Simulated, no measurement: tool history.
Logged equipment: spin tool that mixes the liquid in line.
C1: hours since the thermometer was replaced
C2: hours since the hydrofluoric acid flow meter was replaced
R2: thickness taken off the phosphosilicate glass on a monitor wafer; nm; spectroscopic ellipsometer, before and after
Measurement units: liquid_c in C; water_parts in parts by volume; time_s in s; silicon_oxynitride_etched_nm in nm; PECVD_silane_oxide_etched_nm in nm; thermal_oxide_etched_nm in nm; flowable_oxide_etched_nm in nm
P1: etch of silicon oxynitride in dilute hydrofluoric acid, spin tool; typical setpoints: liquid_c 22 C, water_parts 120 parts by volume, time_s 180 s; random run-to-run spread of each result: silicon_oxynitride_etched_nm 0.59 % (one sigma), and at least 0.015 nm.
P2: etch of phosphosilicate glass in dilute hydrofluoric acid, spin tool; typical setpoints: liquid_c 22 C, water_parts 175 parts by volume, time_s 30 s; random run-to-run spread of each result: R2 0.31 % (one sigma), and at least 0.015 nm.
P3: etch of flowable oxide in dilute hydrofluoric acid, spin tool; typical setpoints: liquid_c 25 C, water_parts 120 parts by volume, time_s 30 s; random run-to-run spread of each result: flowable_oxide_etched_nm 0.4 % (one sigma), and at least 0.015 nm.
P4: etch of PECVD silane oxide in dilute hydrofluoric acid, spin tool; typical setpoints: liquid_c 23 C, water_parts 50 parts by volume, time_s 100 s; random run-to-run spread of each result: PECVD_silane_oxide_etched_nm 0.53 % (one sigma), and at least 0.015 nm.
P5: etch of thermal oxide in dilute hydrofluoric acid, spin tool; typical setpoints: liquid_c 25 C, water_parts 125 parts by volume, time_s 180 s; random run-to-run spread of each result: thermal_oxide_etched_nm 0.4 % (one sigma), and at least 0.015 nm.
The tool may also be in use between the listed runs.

run 1 hour=8.1 | process=P1 liquid_c=22 water_parts=120 time_s=180 | C1=841.7 C2=482.7 | silicon_oxynitride_etched_nm=4.1184
run 2 hour=16.1 | process=P2 liquid_c=22 water_parts=175 time_s=30 | C1=849.7 C2=490.7 | R2=16.853
run 3 hour=24.6 | process=P4 liquid_c=23 water_parts=50 time_s=30 | C1=858.2 C2=499.2 | PECVD_silane_oxide_etched_nm=11.69
run 4 hour=38.1 | process=P1 liquid_c=22 water_parts=120 time_s=305 | C1=871.7 C2=512.7 | silicon_oxynitride_etched_nm=6.9885
run 5 hour=46.2 | process=P1 liquid_c=22 water_parts=200 time_s=180 | C1=879.8 C2=520.8 | silicon_oxynitride_etched_nm=2.2963
run 6 hour=59.3 | process=P5 liquid_c=33 water_parts=125 time_s=180 | C1=892.9 C2=533.9 | thermal_oxide_etched_nm=9.4907
run 7 hour=72.8 | process=P5 liquid_c=25 water_parts=125 time_s=80 | C1=906.4 C2=547.4 | thermal_oxide_etched_nm=3.1586
run 8 hour=88.4 | process=P1 liquid_c=22 water_parts=120 time_s=180 | C1=922 C2=563 | silicon_oxynitride_etched_nm=4.1149
run 9 hour=102.4 | process=P4 liquid_c=23 water_parts=75 time_s=100 | C1=936 C2=577 | PECVD_silane_oxide_etched_nm=25.294
run 10 hour=115 | process=P4 liquid_c=23 water_parts=50 time_s=100 | C1=948.6 C2=589.6 | PECVD_silane_oxide_etched_nm=39.369
run 11 hour=124.6 | process=P2 liquid_c=26.5 water_parts=175 time_s=30 | C1=958.2 C2=599.2 | R2=20.022
run 12 hour=132.7 | process=P5 liquid_c=25 water_parts=220 time_s=180 | C1=966.3 C2=607.3 | thermal_oxide_etched_nm=3.594
run 13 hour=144.8 | process=P3 liquid_c=25 water_parts=120 time_s=30 | C1=978.4 C2=619.4 | flowable_oxide_etched_nm=10.147
run 14 hour=154.1 | process=P1 liquid_c=30 water_parts=120 time_s=180 | C1=987.7 C2=628.7 | silicon_oxynitride_etched_nm=5.9249
run 15 hour=161.8 | process=P1 liquid_c=22 water_parts=120 time_s=180 | C1=995.4 C2=636.4 | silicon_oxynitride_etched_nm=4.0836
run 16 hour=170.2 | process=P2 liquid_c=22 water_parts=35 time_s=30 | C1=1003.8 C2=644.8 | R2=99.421
run 17 hour=180.1 | process=P1 liquid_c=22 water_parts=75 time_s=180 | C1=1013.7 C2=654.7 | silicon_oxynitride_etched_nm=6.7799
run 18 hour=192.3 | process=P4 liquid_c=17 water_parts=50 time_s=100 | C1=1025.9 C2=666.9 | PECVD_silane_oxide_etched_nm=30.368
run 19 hour=202 | process=P1 liquid_c=22 water_parts=120 time_s=180 | C1=1035.6 C2=676.6 | silicon_oxynitride_etched_nm=4.1287
run 20 hour=217.2 | process=P5 liquid_c=25 water_parts=125 time_s=180 | C1=1050.8 C2=691.8 | thermal_oxide_etched_nm=7.1203
run 21 hour=232.9 | process=P3 liquid_c=18 water_parts=120 time_s=30 | C1=1066.5 C2=707.5 | flowable_oxide_etched_nm=7.649
run 22 hour=245 | process=P2 liquid_c=22 water_parts=175 time_s=60 | C1=1078.6 C2=719.6 | R2=33.758
run 23 hour=253.1 | process=P3 liquid_c=25 water_parts=30 time_s=30 | C1=1086.7 C2=727.7 | flowable_oxide_etched_nm=45.481
run 24 hour=262.8 | process=P1 liquid_c=22 water_parts=120 time_s=95 | C1=1096.4 C2=737.4 | silicon_oxynitride_etched_nm=2.1976
run 25 hour=273.8 | process=P1 liquid_c=17 water_parts=120 time_s=180 | C1=1107.4 C2=748.4 | silicon_oxynitride_etched_nm=3.229
run 26 hour=288.9 | process=P1 liquid_c=22 water_parts=120 time_s=180 | C1=1122.5 C2=763.5 | silicon_oxynitride_etched_nm=4.0942
run 27 hour=298.6 | process=P1 liquid_c=29 water_parts=75 time_s=180 | C1=1132.2 C2=773.2 | silicon_oxynitride_etched_nm=9.4664
run 28 hour=310.4 | process=P3 liquid_c=25 water_parts=120 time_s=60 | C1=1144 C2=785 | flowable_oxide_etched_nm=20.182
run 29 hour=325.3 | process=P1 liquid_c=22 water_parts=120 time_s=180 | C1=1158.9 C2=799.9 | silicon_oxynitride_etched_nm=4.1572
run 30 hour=338.3 | process=P1 liquid_c=22 water_parts=120 time_s=180 | C1=1171.9 C2=812.9 | silicon_oxynitride_etched_nm=3.9158
run 31 hour=349.3 | process=P1 liquid_c=22 water_parts=120 time_s=180 | C1=1182.9 C2=823.9 | silicon_oxynitride_etched_nm=3.846
run 32 hour=362 | process=P1 liquid_c=22 water_parts=120 time_s=180 | C1=1195.6 C2=836.6 | silicon_oxynitride_etched_nm=3.8074
run 33 hour=376.7 | process=P1 liquid_c=22 water_parts=120 time_s=180 | C1=1210.3 C2=851.3 | silicon_oxynitride_etched_nm=3.7104
run 34 hour=389.6 | process=P1 liquid_c=22 water_parts=120 time_s=180 | C1=1223.2 C2=864.2 | silicon_oxynitride_etched_nm=3.7323
run 35 hour=400.2 | process=P1 liquid_c=22 water_parts=120 time_s=180 | C1=1233.8 C2=874.8 | silicon_oxynitride_etched_nm=3.7188
run 36 hour=408 | process=P1 liquid_c=22 water_parts=120 time_s=180 | C1=1241.6 C2=882.6 | silicon_oxynitride_etched_nm=3.6693
run 37 hour=420.6 | process=P1 liquid_c=22 water_parts=120 time_s=180 | C1=1254.2 C2=895.2 | silicon_oxynitride_etched_nm=3.7387

The next listed run, before its measurement:
run 38 hour=434 | process=P1 liquid_c=22 water_parts=120 time_s=180 | C1=1267.6 C2=908.6 | silicon_oxynitride_etched_nm=?

silicon_oxynitride_etched_nm: 3.6653 nm
